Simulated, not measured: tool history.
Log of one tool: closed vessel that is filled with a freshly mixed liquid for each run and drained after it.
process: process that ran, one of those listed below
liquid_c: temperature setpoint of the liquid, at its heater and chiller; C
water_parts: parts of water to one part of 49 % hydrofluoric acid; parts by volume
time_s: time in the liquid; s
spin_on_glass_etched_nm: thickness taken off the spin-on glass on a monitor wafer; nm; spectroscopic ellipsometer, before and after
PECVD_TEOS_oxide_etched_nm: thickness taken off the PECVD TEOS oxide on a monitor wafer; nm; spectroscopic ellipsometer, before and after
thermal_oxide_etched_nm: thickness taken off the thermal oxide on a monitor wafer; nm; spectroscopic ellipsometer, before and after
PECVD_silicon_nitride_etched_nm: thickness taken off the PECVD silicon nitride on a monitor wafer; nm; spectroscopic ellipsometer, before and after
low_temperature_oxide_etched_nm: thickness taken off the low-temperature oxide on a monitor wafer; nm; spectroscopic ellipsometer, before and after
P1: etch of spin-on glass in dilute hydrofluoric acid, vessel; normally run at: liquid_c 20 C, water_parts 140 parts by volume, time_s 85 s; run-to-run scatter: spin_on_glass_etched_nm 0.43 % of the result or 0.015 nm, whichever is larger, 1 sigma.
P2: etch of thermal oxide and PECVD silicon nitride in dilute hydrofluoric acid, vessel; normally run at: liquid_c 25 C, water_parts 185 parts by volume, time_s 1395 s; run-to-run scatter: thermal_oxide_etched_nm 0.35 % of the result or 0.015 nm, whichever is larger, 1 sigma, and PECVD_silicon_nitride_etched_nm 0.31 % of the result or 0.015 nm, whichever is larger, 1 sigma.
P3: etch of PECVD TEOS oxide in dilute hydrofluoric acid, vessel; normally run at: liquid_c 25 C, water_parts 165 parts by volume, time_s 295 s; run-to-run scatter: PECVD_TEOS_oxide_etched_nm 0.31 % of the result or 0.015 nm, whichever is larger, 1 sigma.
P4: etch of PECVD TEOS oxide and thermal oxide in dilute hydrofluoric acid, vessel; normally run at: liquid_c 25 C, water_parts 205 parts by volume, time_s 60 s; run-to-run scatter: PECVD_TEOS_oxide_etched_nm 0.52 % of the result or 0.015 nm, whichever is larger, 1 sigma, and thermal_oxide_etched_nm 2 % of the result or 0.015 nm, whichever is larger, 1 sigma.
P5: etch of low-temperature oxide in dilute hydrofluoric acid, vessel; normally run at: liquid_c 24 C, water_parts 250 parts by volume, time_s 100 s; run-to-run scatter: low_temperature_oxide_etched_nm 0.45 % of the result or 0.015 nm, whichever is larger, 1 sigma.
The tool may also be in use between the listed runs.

run     day  process  liquid_c  water_parts  time_s  spin_on_glass_etched_nm  PECVD_TEOS_oxide_etched_nm  thermal_oxide_etched_nm  PECVD_silicon_nitride_etched_nm  low_temperature_oxide_etched_nm
  1   0.338       P1        20          140      85                   31.204
  2   0.812       P1        20          140      85                   30.924
  3   1.383       P3        33          165     295                                               62.111
  4   1.983       P4        25          205      60                                               7.4516                   1.3053
  5   2.596       P2        25          185    1395                                                                        32.409                           28.544
  6   3.325       P3        25          165     295                                                46.77
  7    3.85       P1        20          140      30                   10.918
  8   4.325       P5        24          250     175                                                                                                                                          21.186
  9   4.862       P1        25          245      85                   19.008
 10   5.521       P2        32          185    1395                                                                        41.213                           43.819
 11   6.162       P3        25          165     585                                               92.427
 12   6.579       P3        25           50     295                                               177.52
 13   7.129       P2        25          185    2485                                                                        57.047                           50.622
 14   7.479       P4        25           65      60                                               27.762                   5.1837
 15   7.867       P1        20          140      85                   30.875
 16   8.567       P2        25          325    1395                                                                        15.734                           16.277
 17   9.162       P1        20          195      85                   20.972
 18   9.508       P5        24          250     100                                                                                                                                          12.122
 19  10.133       P1        20          140      85                   30.855
 20  10.517       P1        24          140      85                   36.273
 21  11.033       P1        20          140     135                   49.183
 22  11.508       P5        18          250     100                                                                                                                                           9.675
 23  12.162       P4        17          205      60                                                5.507                  0.99099
 24  12.517       P1        17          225      85                   15.738
 25  12.875       P5        24          370     100                                                                                                                                           7.262
 26  13.433       P1        20           90      40                   23.854
 27  13.896       P1        20           30      85                   164.11
 28  14.617       P4        25          205     105                                               13.057                   2.3957
 29  15.229       P1        17          140      85                   27.404
 30  15.562       P1        20          140      85                   30.728
 31  16.046       P1        20          140      85                   30.093
 32  16.583       P1        20          140      85                   29.447
 33  17.167       P1        20          140      85                   29.293
 34  17.896       P1        20          140      85                   28.689
 35  18.375       P1        20          140      85                   28.746
 36  18.942       P1        20          140      85                   28.752
 37  19.288       P1        20          140      85                   28.794
 38   19.65       P1        20          140      85                   28.694

What P1 gives has crept away from where it was. These 2 causes fit the log equally well, each at the size given:
A: liquid colder than its thermometer reads (K) = 1.82
B: hydrofluoric acid flow below the setpoint (%) = 6.19
The creep began at about day 15.562.

4 check runs are offered, one wafer each, their results left as question marks. Which one tells the causes apart?
check 1  20.012       P4        17           75      60                                                    ?                        ?
check 2  20.012       P5        18          250     145                                                                                                                                               ?
check 3  20.012       P3        25           80     565                                                    ?
check 4  20.012       P2        25          310    2295                                                                             ?                                ?

What each check would give under each cause:
  check                           result    if A    if B
check 1       PECVD_TEOS_oxide_etched_nm  15.707  15.853
check 1          thermal_oxide_etched_nm  2.9043  2.9314
check 2  low_temperature_oxide_etched_nm  13.051  12.948
check 3       PECVD_TEOS_oxide_etched_nm  189.83  190.28
check 4          thermal_oxide_etched_nm  26.004  25.461
check 4  PECVD_silicon_nitride_etched_nm  25.159  26.367
How far apart the two closest causes lie, in the result that separates them most: check 1 0.93 %; check 2 0.79 %; check 3 0.24 %; check 4 4.69 %
Check 4 tells the causes apart: in the others they would give nearly the same result.

Check 4 was then run and gave: thermal_oxide_etched_nm 26.012 nm; PECVD_silicon_nitride_etched_nm 25.116 nm. Which cause is it?

It is A: liquid colder than its thermometer reads (K).

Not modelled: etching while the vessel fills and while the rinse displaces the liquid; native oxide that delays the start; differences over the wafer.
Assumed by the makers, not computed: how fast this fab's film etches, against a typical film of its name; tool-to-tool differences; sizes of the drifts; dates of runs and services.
